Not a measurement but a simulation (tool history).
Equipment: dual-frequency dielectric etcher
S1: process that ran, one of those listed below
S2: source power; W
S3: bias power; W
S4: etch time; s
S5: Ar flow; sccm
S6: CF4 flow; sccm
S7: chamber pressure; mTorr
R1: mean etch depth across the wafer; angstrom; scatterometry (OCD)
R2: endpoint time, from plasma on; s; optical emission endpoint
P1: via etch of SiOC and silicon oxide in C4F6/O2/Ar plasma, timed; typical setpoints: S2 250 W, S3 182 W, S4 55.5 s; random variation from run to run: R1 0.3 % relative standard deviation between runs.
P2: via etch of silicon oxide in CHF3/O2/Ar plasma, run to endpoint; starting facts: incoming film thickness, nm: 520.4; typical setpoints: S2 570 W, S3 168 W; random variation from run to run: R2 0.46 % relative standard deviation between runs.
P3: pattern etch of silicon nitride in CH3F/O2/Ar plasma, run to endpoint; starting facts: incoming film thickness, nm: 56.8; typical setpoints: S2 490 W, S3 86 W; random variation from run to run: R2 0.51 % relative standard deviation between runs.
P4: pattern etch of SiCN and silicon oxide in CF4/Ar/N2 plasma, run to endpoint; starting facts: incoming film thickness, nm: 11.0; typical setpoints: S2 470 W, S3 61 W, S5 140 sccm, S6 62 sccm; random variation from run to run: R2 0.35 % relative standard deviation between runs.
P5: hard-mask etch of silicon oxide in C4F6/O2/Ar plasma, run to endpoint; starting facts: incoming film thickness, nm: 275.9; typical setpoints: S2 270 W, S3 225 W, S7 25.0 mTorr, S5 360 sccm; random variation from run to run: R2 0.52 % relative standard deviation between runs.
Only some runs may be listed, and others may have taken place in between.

run 1 hour=2.5 | S1=P1 S2=250 S3=182 S4=55.5 | R1=523.53
run 2 hour=6.4 | S1=P1 S2=180 S3=182 S4=38.5 | R1=317.36
run 3 hour=8.7 | S1=P4 S2=470 S3=61 S5=140 S6=62 | R2=14.568
run 4 hour=12.9 | S1=P1 S2=200 S3=182 S4=55.5 | R1=479.40
run 5 hour=15.1 | S1=P2 S2=570 S3=168 | R2=278.650
run 6 hour=17.1 | S1=P4 S2=470 S3=61 S5=82 S6=62 | R2=13.247
run 7 hour=20.7 | S1=P5 S2=270 S3=225 S5=479 S7=25.0 | R2=99.031
run 8 hour=23.5 | S1=P2 S2=570 S3=168 | R2=273.960
run 9 hour=26.8 | S1=P4 S2=470 S3=40 S5=140 S6=62 | R2=16.675
run 10 hour=30.7 | S1=P3 S2=490 S3=86 | R2=72.313
run 11 hour=33.3 | S1=P1 S2=250 S3=182 S4=55.5 | R1=521.67
run 12 hour=37.4 | S1=P1 S2=250 S3=182 S4=81.0 | R1=760.00
run 13 hour=41.7 | S1=P5 S2=270 S3=225 S5=360 S7=25.0 | R2=96.926
run 14 hour=44.3 | S1=P5 S2=270 S3=275 S5=360 S7=25.0 | R2=90.532
run 15 hour=47.4 | S1=P1 S2=250 S3=182 S4=55.5 | R1=519.98
run 16 hour=50.2 | S1=P1 S2=250 S3=130 S4=55.5 | R1=466.93
run 17 hour=54.5 | S1=P5 S2=270 S3=225 S5=360 S7=25.0 | R2=95.632
run 18 hour=57.4 | S1=P5 S2=370 S3=225 S5=360 S7=25.0 | R2=85.581
run 19 hour=60.6 | S1=P3 S2=490 S3=120 | R2=64.270
run 20 hour=62.9 | S1=P1 S2=250 S3=182 S4=55.5 | R1=516.91
run 21 hour=64.9 | S1=P2 S2=570 S3=217 | R2=255.030
run 22 hour=69.2 | S1=P4 S2=470 S3=61 S5=140 S6=62 | R2=14.526
run 23 hour=72.8 | S1=P4 S2=470 S3=61 S5=140 S6=81 | R2=13.808
run 24 hour=75.5 | S1=P3 S2=660 S3=86 | R2=64.928
run 25 hour=79.9 | S1=P2 S2=740 S3=168 | R2=250.890
run 26 hour=83.2 | S1=P5 S2=270 S3=225 S5=360 S7=29.5 | R2=98.414
run 27 hour=86.8 | S1=P1 S2=250 S3=182 S4=55.5 | R1=520.55
run 28 hour=89.7 | S1=P1 S2=250 S3=182 S4=55.5 | R1=519.80
run 29 hour=93.4 | S1=P1 S2=150 S3=182 S4=76.0 | R1=584.98
run 30 hour=96.9 | S1=P1 S2=330 S3=182 S4=55.5 | R1=580.77
run 31 hour=100.8 | S1=P3 S2=490 S3=86 | R2=71.980
run 32 hour=103.8 | S1=P1 S2=250 S3=182 S4=55.5 | R1=517.90
run 33 hour=108.0 | S1=P4 S2=650 S3=61 S5=140 S6=62 | R2=10.884
run 34 hour=110.6 | S1=P1 S2=250 S3=182 S4=31.5 | R1=295.76
run 35 hour=112.6 | S1=P1 S2=250 S3=232 S4=55.5 | R1=564.33
run 36 hour=115.3 | S1=P1 S2=250 S3=182 S4=55.5 | R1=519.40
run 37 hour=119.6 | S1=P1 S2=250 S3=182 S4=55.5 | R1=523.40
run 38 hour=123.4 | S1=P1 S2=250 S3=182 S4=55.5 | R1=524.87
run 39 hour=127.8 | S1=P1 S2=250 S3=182 S4=55.5 | R1=525.90
run 40 hour=130.4 | S1=P1 S2=250 S3=182 S4=55.5 | R1=526.86
-- hour=131.6 wet clean of the chamber
run 41 hour=134.7 | S1=P1 S2=250 S3=182 S4=55.5 | R1=527.36
run 42 hour=137.0 | S1=P1 S2=250 S3=182 S4=55.5 | R1=530.95
run 43 hour=139.7 | S1=P1 S2=250 S3=182 S4=55.5 | R1=530.36
run 44 hour=143.5 | S1=P1 S2=250 S3=182 S4=55.5 | R1=527.57
run 45 hour=146.6 | S1=P1 S2=250 S3=182 S4=55.5 | R1=526.12

What P1 gives has crept off from where it sat before. The 2 causes that follow fit the log equally well, each at the size noted:
A: bias power that arrives over what is set, % = 4.62
B: source power that arrives over what is set, % = 4.02
The gradual shift began around hour 115.3.
All other causes, with the reason each is excluded:
chamber walls in a state that raises the etch rate, %: was serviced at hour 131.6, once the creep was under way, yet the earlier output never came back

Of the 4 check runs below, each run on 2 wafers with the results averaged and each result still a question mark, which one would tell the listed causes apart?
run check 1 hour=149.7 | S1=P5 S2=270 S3=268 S5=465 S7=25.0 | R2=?
run check 2 hour=149.7 | S1=P3 S2=650 S3=116 | R2=?
run check 3 hour=149.7 | S1=P4 S2=630 S3=61 S5=86 S6=62 | R2=?
run check 4 hour=149.7 | S1=P2 S2=660 S3=168 | R2=?

How each check would come out, cause by cause:
check=check_1 result=R2 if_A=91.9930 if_B=92.0830
check=check_2 result=R2 if_A=57.7170 if_B=57.8260
check=check_3 result=R2 if_A=10.1820 if_B=9.9723
check=check_4 result=R2 if_A=258.1600 if_B=258.1000
Distance between the nearest two causes, measured in the result of the check that separates them most: check 1 0.1 %; check 2 0.19 %; check 3 2.08 %; check 4 0.02 %
Only check 3 tells the causes apart: in the others they would give nearly the same result.

Check 3 has now been run. It gave: R2 9.9710 s. Which of the candidate causes is it?

The correct cause is B, namely: source power that arrives over what is set, %.

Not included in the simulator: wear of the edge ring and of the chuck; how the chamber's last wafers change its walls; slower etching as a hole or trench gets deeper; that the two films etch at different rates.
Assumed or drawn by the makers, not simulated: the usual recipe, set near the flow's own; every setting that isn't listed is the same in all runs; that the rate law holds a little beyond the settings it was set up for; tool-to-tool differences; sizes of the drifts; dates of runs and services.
